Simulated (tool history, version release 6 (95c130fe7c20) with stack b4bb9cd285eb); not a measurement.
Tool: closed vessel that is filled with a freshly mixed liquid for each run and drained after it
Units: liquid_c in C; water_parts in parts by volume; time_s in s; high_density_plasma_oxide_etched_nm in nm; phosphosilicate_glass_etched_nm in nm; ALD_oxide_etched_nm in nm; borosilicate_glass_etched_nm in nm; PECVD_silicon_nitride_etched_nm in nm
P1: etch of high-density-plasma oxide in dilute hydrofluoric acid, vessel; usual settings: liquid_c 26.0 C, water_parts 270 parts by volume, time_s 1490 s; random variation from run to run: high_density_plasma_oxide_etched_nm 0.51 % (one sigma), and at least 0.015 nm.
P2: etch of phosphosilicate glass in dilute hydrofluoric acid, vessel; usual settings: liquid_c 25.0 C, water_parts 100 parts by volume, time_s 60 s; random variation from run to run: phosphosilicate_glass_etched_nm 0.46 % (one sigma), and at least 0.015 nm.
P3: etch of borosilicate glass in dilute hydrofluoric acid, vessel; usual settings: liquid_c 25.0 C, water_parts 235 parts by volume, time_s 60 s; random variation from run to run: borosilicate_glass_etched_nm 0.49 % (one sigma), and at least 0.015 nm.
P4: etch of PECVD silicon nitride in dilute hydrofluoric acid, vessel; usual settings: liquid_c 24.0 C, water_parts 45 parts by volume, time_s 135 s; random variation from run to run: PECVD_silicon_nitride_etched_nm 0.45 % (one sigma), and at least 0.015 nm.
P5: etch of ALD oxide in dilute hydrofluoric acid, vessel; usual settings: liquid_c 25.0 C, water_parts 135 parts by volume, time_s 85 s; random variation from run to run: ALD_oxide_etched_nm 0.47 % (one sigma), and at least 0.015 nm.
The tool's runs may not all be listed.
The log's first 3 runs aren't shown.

run,day,process,liquid_c,water_parts,time_s,hours since the thermometer was replaced,hours since the hydrofluoric acid flow meter was replaced,high_density_plasma_oxide_etched_nm,phosphosilicate_glass_etched_nm,ALD_oxide_etched_nm,borosilicate_glass_etched_nm,PECVD_silicon_nitride_etched_nm
4,1.879,P5,25.0,135,85,1521.2,277.3,,,6.0642,,
5,2.425,P3,25.0,235,30,1534.3,290.4,,,,6.3919,
6,3.042,P2,25.0,100,105,1549.1,305.2,,101.390,,,
7,3.688,P2,25.0,100,60,1564.6,320.7,,57.535,,,
8,4.012,P4,19.0,45,135,1572.4,328.5,,,,,8.1082
9,4.588,P1,32.5,270,2235,1586.2,342.3,48.04600,,,,
10,5.262,P4,24.0,45,135,1602.4,358.5,,,,,11.4990
11,5.708,P4,24.0,45,255,1613.1,369.2,,,,,21.2930
12,6.400,P1,26.0,270,2265,1629.7,385.8,39.71500,,,,
13,6.862,P1,26.0,125,1490,1640.8,396.9,66.30800,,,,
14,7.525,P2,25.0,150,60,1656.7,412.8,,36.458,,,
15,8.208,P3,25.0,235,60,1673.1,429.2,,,,12.9390,
16,8.808,P3,25.0,335,60,1687.5,443.6,,,,8.1892,
17,9.300,P1,26.0,270,50,1699.3,455.4,0.88275,,,,
18,10.000,P1,26.0,270,1490,1716.1,472.2,25.71300,,,,
19,10.483,P4,24.0,20,135,1727.7,483.8,,,,,24.8950
20,10.858,P1,26.0,270,1490,1736.7,492.8,25.64800,,,,
21,11.500,P1,26.0,270,1490,1752.1,508.2,25.94500,,,,
22,12.012,P1,18.0,485,1490,1764.4,520.5,9.04680,,,,
23,12.454,P1,30.0,270,1490,1775.0,531.1,29.49500,,,,
24,13.017,P5,29.5,135,85,1788.5,544.6,,,7.2236,,
25,13.483,P3,19.0,235,60,1799.7,555.8,,,,10.3380,
26,14.175,P2,33.5,100,60,1816.3,572.4,,79.604,,,

Forecast run 27:
27,14.550,P1,26.0,270,1490,1825.3,581.4,?,,,,

high_density_plasma_oxide_etched_nm: 25.60200 nm
